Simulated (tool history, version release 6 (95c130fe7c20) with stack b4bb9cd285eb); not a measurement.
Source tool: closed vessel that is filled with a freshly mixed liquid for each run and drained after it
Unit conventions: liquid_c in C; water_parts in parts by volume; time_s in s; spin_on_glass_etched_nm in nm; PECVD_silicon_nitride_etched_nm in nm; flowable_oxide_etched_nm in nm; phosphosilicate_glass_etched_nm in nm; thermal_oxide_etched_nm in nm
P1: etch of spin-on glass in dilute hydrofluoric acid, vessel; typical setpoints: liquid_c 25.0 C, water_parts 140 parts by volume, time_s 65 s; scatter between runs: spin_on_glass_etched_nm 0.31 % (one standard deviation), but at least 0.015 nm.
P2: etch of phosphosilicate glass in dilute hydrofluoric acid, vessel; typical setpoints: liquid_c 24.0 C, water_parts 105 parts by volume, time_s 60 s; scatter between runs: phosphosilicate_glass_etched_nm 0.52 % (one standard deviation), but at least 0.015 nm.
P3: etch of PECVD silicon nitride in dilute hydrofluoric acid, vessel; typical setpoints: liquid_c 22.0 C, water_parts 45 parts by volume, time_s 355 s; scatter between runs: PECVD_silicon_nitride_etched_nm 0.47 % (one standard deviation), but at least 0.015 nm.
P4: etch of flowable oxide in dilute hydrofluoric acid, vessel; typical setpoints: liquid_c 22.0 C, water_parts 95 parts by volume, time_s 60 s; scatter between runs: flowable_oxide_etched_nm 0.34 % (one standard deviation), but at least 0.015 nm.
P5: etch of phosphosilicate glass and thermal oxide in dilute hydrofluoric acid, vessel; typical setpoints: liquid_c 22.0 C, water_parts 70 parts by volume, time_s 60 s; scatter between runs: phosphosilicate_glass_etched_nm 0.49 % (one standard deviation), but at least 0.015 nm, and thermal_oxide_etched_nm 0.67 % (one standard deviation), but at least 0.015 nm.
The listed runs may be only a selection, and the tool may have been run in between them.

run   hour  process  liquid_c  water_parts  time_s  hours since the thermometer was replaced  hours since the hydrofluoric acid flow meter was replaced  spin_on_glass_etched_nm  PECVD_silicon_nitride_etched_nm  flowable_oxide_etched_nm  phosphosilicate_glass_etched_nm  thermal_oxide_etched_nm
  1    9.8       P1      25.0          140      65                                     270.6                                                      602.7                   23.940
  2   23.4       P3      22.0           45     665                                     284.2                                                      616.3                                                   21.5300
  3   36.7       P1      25.0          235      65                                     297.5                                                      629.6                   12.908
  4   49.0       P4      17.0           95      60                                     309.8                                                      641.9                                                                              17.006
  5   57.9       P2      17.0          105      60                                     318.7                                                      650.8                                                                                                               44.807
  6   74.7       P5      17.0           70      60                                     335.5                                                      667.6                                                                                                               67.097                   3.3762
  7   88.3       P1      20.0          140      65                                     349.1                                                      681.2                   19.837
  8  103.3       P4      22.0           95      30                                     364.1                                                      696.2                                                                              10.447
  9  114.3       P5      22.0           35      60                                     375.1                                                      707.2                                                                                                              173.370                   8.7083
 10  129.4       P3      22.0           45     355                                     390.2                                                      722.3                                                   11.4760
 11  139.4       P4      22.0          150      60                                     400.2                                                      732.3                                                                              12.454
 12  153.1       P1      25.0          140     120                                     413.9                                                      746.0                   44.605
 13  163.1       P5      22.0           70      30                                     423.9                                                      756.0                                                                                                               41.319                   2.0584
 14  176.2       P2      24.0          105      60                                     437.0                                                      769.1                                                                                                               59.147
 15  187.2       P1      25.0          140      65                                     448.0                                                      780.1                   24.071
 16  194.8       P2      24.0          105      60                                     455.6                                                      787.7                                                                                                               58.627
 17  205.1       P2      24.0          160      60                                     465.9                                                      798.0                                                                                                               36.393
 18  220.6       P1      25.0           65      65                                     481.4                                                      813.5                   57.245
 19  228.2       P5      22.0           70      60                                     489.0                                                      821.1                                                                                                               82.868                   4.1095
 20  240.0       P3      30.0           45     355                                     500.8                                                      832.9                                                   19.6590
 21  249.3       P3      22.0           45     355                                     510.1                                                      842.2                                                   11.4430
 22  258.3       P1      25.0          140      65                                     519.1                                                      851.2                   24.170
 23  273.0       P4      22.0           95      60                                     533.8                                                      865.9                                                                              20.904
 24  284.0       P1      25.0          140      65                                     544.8                                                      876.9                   24.046
 25  293.3       P1      25.0          140      65                                     554.1                                                      886.2                   24.168
 26  306.3       P1      25.0          140      30                                     567.1                                                      899.2                   11.116
 27  315.2       P3      22.0           70     355                                     576.0                                                      908.1                                                    7.5319
 28  332.0       P4      22.0           95      60                                     592.8                                                      924.9                                                                              20.844
 29  345.6       P1      25.0          140      65                                     606.4                                                      938.5                   24.141
 30  361.5       P1      18.5          220      65                                     622.3                                                      954.4                   11.041
 31  369.7       P2      24.0          105     105                                     630.5                                                      962.6                                                                                                              103.030
 32  385.0       P1      31.5          140      65                                     645.8                                                      977.9                   30.541
 33  393.2       P1      25.0          140      65                                     654.0                                                      986.1                   24.029
 34  409.9       P1      25.0          140      65                                     670.7                                                     1002.8                   23.080
 35  422.7       P1      25.0          140      65                                     683.5                                                     1015.6                   22.807
 36  433.7       P1      25.0          140      65                                     694.5                                                     1026.6                   22.551
 37  443.1       P1      25.0          140      65                                     703.9                                                     1036.0                   22.354
 38  455.2       P1      25.0          140      65                                     716.0                                                     1048.1                   22.272
 39  471.8       P1      25.0          140      65                                     732.6                                                     1064.7                   22.351
 40  481.1       P1      25.0          140      65                                     741.9                                                     1074.0                   22.361

What P1 gives has crept away from where it was. These 2 causes fit the log equally well, each at the size given:
A: hydrofluoric acid flow below the setpoint (%) = 6.43
B: liquid colder than its thermometer reads (K) = 2.02
Creep in the process output first set in at about hour 393.2.

The check runs listed below each take one wafer, and their results are still question marks. Under which run would the listed causes lead to clearly different results?
check 1  490.4       P4      22.0           95      60                                                                                                                                                                                        ?
check 2  490.4       P5      22.0           70      60                                                                                                                                                                                                                         ?                        ?
check 3  490.4       P3      22.0           45     355                                                                                                                                                              ?
check 4  490.4       P2      24.0          105      60                                                                                                                                                                                                                         ?

Check results expected under each cause:
  check                           result     if A     if B
check 1         flowable_oxide_etched_nm   19.397   19.235
check 2  phosphosilicate_glass_etched_nm   76.976   76.089
check 2          thermal_oxide_etched_nm   3.8607   3.8162
check 3  PECVD_silicon_nitride_etched_nm  10.8150  10.0340
check 4  phosphosilicate_glass_etched_nm   54.692   54.407
Gap, in per cent, between the two causes that each check separates least, read from the result that separates them most: check 1 0.84 %; check 2 1.16 %; check 3 7.49 %; check 4 0.52 %
The causes can be told apart only by check 3. The other checks would give nearly the same results under each of them.

Then check 3 was run and gave: PECVD_silicon_nitride_etched_nm 10.7650 nm. Which cause is it?

It is A: hydrofluoric acid flow below the setpoint (%).

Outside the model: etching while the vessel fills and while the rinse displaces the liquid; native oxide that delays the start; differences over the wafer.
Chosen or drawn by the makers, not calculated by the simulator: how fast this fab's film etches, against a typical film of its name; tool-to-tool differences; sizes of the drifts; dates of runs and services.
